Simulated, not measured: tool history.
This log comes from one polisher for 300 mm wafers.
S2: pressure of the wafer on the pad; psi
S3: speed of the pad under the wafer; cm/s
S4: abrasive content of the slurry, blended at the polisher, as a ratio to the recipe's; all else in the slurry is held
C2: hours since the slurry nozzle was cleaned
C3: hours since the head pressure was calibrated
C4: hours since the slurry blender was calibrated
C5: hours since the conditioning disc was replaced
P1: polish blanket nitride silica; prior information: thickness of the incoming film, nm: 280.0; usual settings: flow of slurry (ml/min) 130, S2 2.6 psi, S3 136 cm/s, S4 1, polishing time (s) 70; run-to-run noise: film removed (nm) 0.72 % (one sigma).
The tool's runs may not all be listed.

{"run": 1, "day": 0.138, "flow of slurry (ml/min)": 130, "S2": 2.6, "S3": 136, "S4": 1, "polishing time (s)": 70, "wafers polished on this pad": 320, "C2": 207.8, "C3": 809, "C4": 54.8, "C5": 106.3, "film removed (nm)": 44.77}
{"run": 2, "day": 0.338, "flow of slurry (ml/min)": 130, "S2": 4, "S3": 136, "S4": 1, "polishing time (s)": 70, "wafers polished on this pad": 382, "C2": 212.6, "C3": 813.8, "C4": 59.6, "C5": 111.1, "film removed (nm)": 69.609}
{"run": 3, "day": 0.462, "flow of slurry (ml/min)": 130, "S2": 2.6, "S3": 136, "S4": 1, "polishing time (s)": 70, "wafers polished on this pad": 420, "C2": 215.6, "C3": 816.8, "C4": 62.6, "C5": 114.1, "film removed (nm)": 44.861}
{"run": 4, "day": 0.554, "flow of slurry (ml/min)": 130, "S2": 2.6, "S3": 136, "S4": 1, "polishing time (s)": 45, "wafers polished on this pad": 448, "C2": 217.8, "C3": 819, "C4": 64.8, "C5": 116.3, "film removed (nm)": 28.945}
{"run": 5, "day": 0.658, "flow of slurry (ml/min)": 130, "S2": 2.6, "S3": 204, "S4": 1, "polishing time (s)": 70, "wafers polished on this pad": 481, "C2": 220.3, "C3": 821.5, "C4": 67.3, "C5": 118.8, "film removed (nm)": 62.412}
{"run": 6, "day": 0.846, "flow of slurry (ml/min)": 130, "S2": 2.6, "S3": 136, "S4": 1, "polishing time (s)": 70, "wafers polished on this pad": 538, "C2": 224.8, "C3": 826, "C4": 71.8, "C5": 123.3, "film removed (nm)": 44.976}
{"run": 7, "day": 0.942, "flow of slurry (ml/min)": 130, "S2": 2.6, "S3": 136, "S4": 1, "polishing time (s)": 99, "wafers polished on this pad": 568, "C2": 227.1, "C3": 828.3, "C4": 74.1, "C5": 125.6, "film removed (nm)": 63.95}
{"run": 8, "day": 1.142, "flow of slurry (ml/min)": 130, "S2": 1.2, "S3": 136, "S4": 1, "polishing time (s)": 70, "wafers polished on this pad": 629, "C2": 231.9, "C3": 833.1, "C4": 78.9, "C5": 130.4, "film removed (nm)": 20.711}
{"run": 9, "day": 1.271, "flow of slurry (ml/min)": 130, "S2": 2.6, "S3": 136, "S4": 1, "polishing time (s)": 70, "wafers polished on this pad": 669, "C2": 235, "C3": 836.2, "C4": 82, "C5": 133.5, "film removed (nm)": 45.115}
{"day": 1.346, "done": "head pressure recalibrated"}
{"run": 10, "day": 1.358, "flow of slurry (ml/min)": 130, "S2": 2.6, "S3": 136, "S4": 0.5, "polishing time (s)": 70, "wafers polished on this pad": 696, "C2": 237.1, "C3": 0.3, "C4": 84.1, "C5": 135.6, "film removed (nm)": 30.667}
{"run": 11, "day": 1.5, "flow of slurry (ml/min)": 130, "S2": 2.6, "S3": 62, "S4": 1, "polishing time (s)": 70, "wafers polished on this pad": 740, "C2": 240.5, "C3": 3.7, "C4": 87.5, "C5": 139, "film removed (nm)": 23.93}
{"run": 12, "day": 1.604, "flow of slurry (ml/min)": 205, "S2": 2.6, "S3": 136, "S4": 1, "polishing time (s)": 70, "wafers polished on this pad": 772, "C2": 243, "C3": 6.2, "C4": 90, "C5": 141.5, "film removed (nm)": 49.083}
{"run": 13, "day": 1.808, "flow of slurry (ml/min)": 130, "S2": 2.6, "S3": 136, "S4": 1.25, "polishing time (s)": 70, "wafers polished on this pad": 835, "C2": 247.9, "C3": 11.1, "C4": 94.9, "C5": 146.4, "film removed (nm)": 49.985}
{"run": 14, "day": 2.0, "flow of slurry (ml/min)": 80, "S2": 2.6, "S3": 136, "S4": 1, "polishing time (s)": 70, "wafers polished on this pad": 894, "C2": 252.5, "C3": 15.7, "C4": 99.5, "C5": 151, "film removed (nm)": 39.668}
{"run": 15, "day": 2.1, "flow of slurry (ml/min)": 80, "S2": 2.6, "S3": 82, "S4": 1, "polishing time (s)": 70, "wafers polished on this pad": 925, "C2": 254.9, "C3": 18.1, "C4": 101.9, "C5": 153.4, "film removed (nm)": 26.687}
{"run": 16, "day": 2.271, "flow of slurry (ml/min)": 130, "S2": 2.6, "S3": 136, "S4": 1, "polishing time (s)": 70, "wafers polished on this pad": 977, "C2": 259, "C3": 22.2, "C4": 106, "C5": 157.5, "film removed (nm)": 44.969}
{"run": 17, "day": 2.396, "flow of slurry (ml/min)": 130, "S2": 2.6, "S3": 136, "S4": 1, "polishing time (s)": 70, "wafers polished on this pad": 1016, "C2": 262, "C3": 25.2, "C4": 109, "C5": 160.5, "film removed (nm)": 45.154}
{"run": 18, "day": 2.583, "flow of slurry (ml/min)": 130, "S2": 2.6, "S3": 136, "S4": 1, "polishing time (s)": 70, "wafers polished on this pad": 1074, "C2": 266.5, "C3": 29.7, "C4": 113.5, "C5": 165, "film removed (nm)": 42.84}
{"run": 19, "day": 2.783, "flow of slurry (ml/min)": 130, "S2": 2.6, "S3": 136, "S4": 1, "polishing time (s)": 70, "wafers polished on this pad": 1135, "C2": 271.3, "C3": 34.5, "C4": 118.3, "C5": 169.8, "film removed (nm)": 41.804}
{"run": 20, "day": 2.988, "flow of slurry (ml/min)": 130, "S2": 2.6, "S3": 136, "S4": 1, "polishing time (s)": 70, "wafers polished on this pad": 1198, "C2": 276.2, "C3": 39.4, "C4": 123.2, "C5": 174.7, "film removed (nm)": 41.415}
{"day": 2.996, "done": "conditioning disc replaced and pad reconditioned"}
{"run": 21, "day": 3.133, "flow of slurry (ml/min)": 130, "S2": 2.6, "S3": 136, "S4": 1, "polishing time (s)": 70, "wafers polished on this pad": 1243, "C2": 279.7, "C3": 42.9, "C4": 126.7, "C5": 3.4, "film removed (nm)": 40.965}
{"day": 3.192, "done": "head pressure recalibrated"}
{"day": 3.308, "done": "slurry nozzle cleaned"}
{"run": 22, "day": 3.329, "flow of slurry (ml/min)": 130, "S2": 2.6, "S3": 136, "S4": 1, "polishing time (s)": 70, "wafers polished on this pad": 1303, "C2": 0.5, "C3": 3.3, "C4": 131.4, "C5": 8.1, "film removed (nm)": 40.176}
{"run": 23, "day": 3.512, "flow of slurry (ml/min)": 130, "S2": 2.6, "S3": 136, "S4": 1, "polishing time (s)": 70, "wafers polished on this pad": 1360, "C2": 4.9, "C3": 7.7, "C4": 135.8, "C5": 12.5, "film removed (nm)": 40.341}
{"run": 24, "day": 3.617, "flow of slurry (ml/min)": 130, "S2": 2.6, "S3": 136, "S4": 1, "polishing time (s)": 70, "wafers polished on this pad": 1392, "C2": 7.4, "C3": 10.2, "C4": 138.3, "C5": 15, "film removed (nm)": 40.403}
{"run": 25, "day": 3.821, "flow of slurry (ml/min)": 130, "S2": 2.6, "S3": 136, "S4": 1, "polishing time (s)": 70, "wafers polished on this pad": 1455, "C2": 12.3, "C3": 15.1, "C4": 143.2, "C5": 19.9, "film removed (nm)": 40.082}
{"run": 26, "day": 3.958, "flow of slurry (ml/min)": 130, "S2": 2.6, "S3": 136, "S4": 1, "polishing time (s)": 70, "wafers polished on this pad": 1497, "C2": 15.6, "C3": 18.4, "C4": 146.5, "C5": 23.2, "film removed (nm)": 40.053}

The log shows P1 creeping away from where it was. Any of the 2 causes listed here, at the size stated for it, fits the log just as well as the others:
A: abrasive missing from the slurry, % = 20.8
B: removal rate lost through wear of the pad, % = 10.7
The creep began at about day 2.396.
Other possible causes, and why each is ruled out:
slurry flow missing at the pad, %: was serviced at day 3.308, once the creep was under way, yet the earlier output never came back
head's pressure below its setpoint, %: was serviced at day 3.192, once the creep was under way, yet the earlier output never came back
time polished since the conditioner stopped cutting, s: was serviced at day 2.996, once the creep was under way, yet the earlier output never came back

Which of the check runs below tells the causes apart, meaning the causes would give it clearly different results? Each run uses 3 wafers whose results are averaged, and each result is shown as a question mark.
{"run": "check 1", "day": 4.096, "flow of slurry (ml/min)": 130, "S2": 1.2, "S3": 136, "S4": 1, "polishing time (s)": 95, "film removed (nm)": "?"}
{"run": "check 2", "day": 4.096, "flow of slurry (ml/min)": 130, "S2": 2.6, "S3": 196, "S4": 1, "polishing time (s)": 96, "film removed (nm)": "?"}
{"run": "check 3", "day": 4.096, "flow of slurry (ml/min)": 130, "S2": 2.6, "S3": 62, "S4": 0.55, "polishing time (s)": 70, "film removed (nm)": "?"}
{"run": "check 4", "day": 4.096, "flow of slurry (ml/min)": 195, "S2": 2.6, "S3": 176, "S4": 1, "polishing time (s)": 70, "film removed (nm)": "?"}

How each check would come out, cause by cause:
check=check_1 result=film_removed_(nm) if_A=25.168 if_B=25.158
check=check_2 result=film_removed_(nm) if_A=73.817 if_B=73.787
check=check_3 result=film_removed_(nm) if_A=15.099 if_B=15.617
check=check_4 result=film_removed_(nm) if_A=52.835 if_B=52.814
Separation of the two closest causes in each check, using whichever result separates them best: check 1 0.04 %; check 2 0.04 %; check 3 3.37 %; check 4 0.04 %
Of the check runs offered, only check 3 discriminates between the causes; the rest would read about the same regardless of which cause applies.

With check 3 done, the readings were: film removed (nm) 15.161. Identify which of the listed causes applies.

Of the candidate causes, it is A: abrasive missing from the slurry, %.
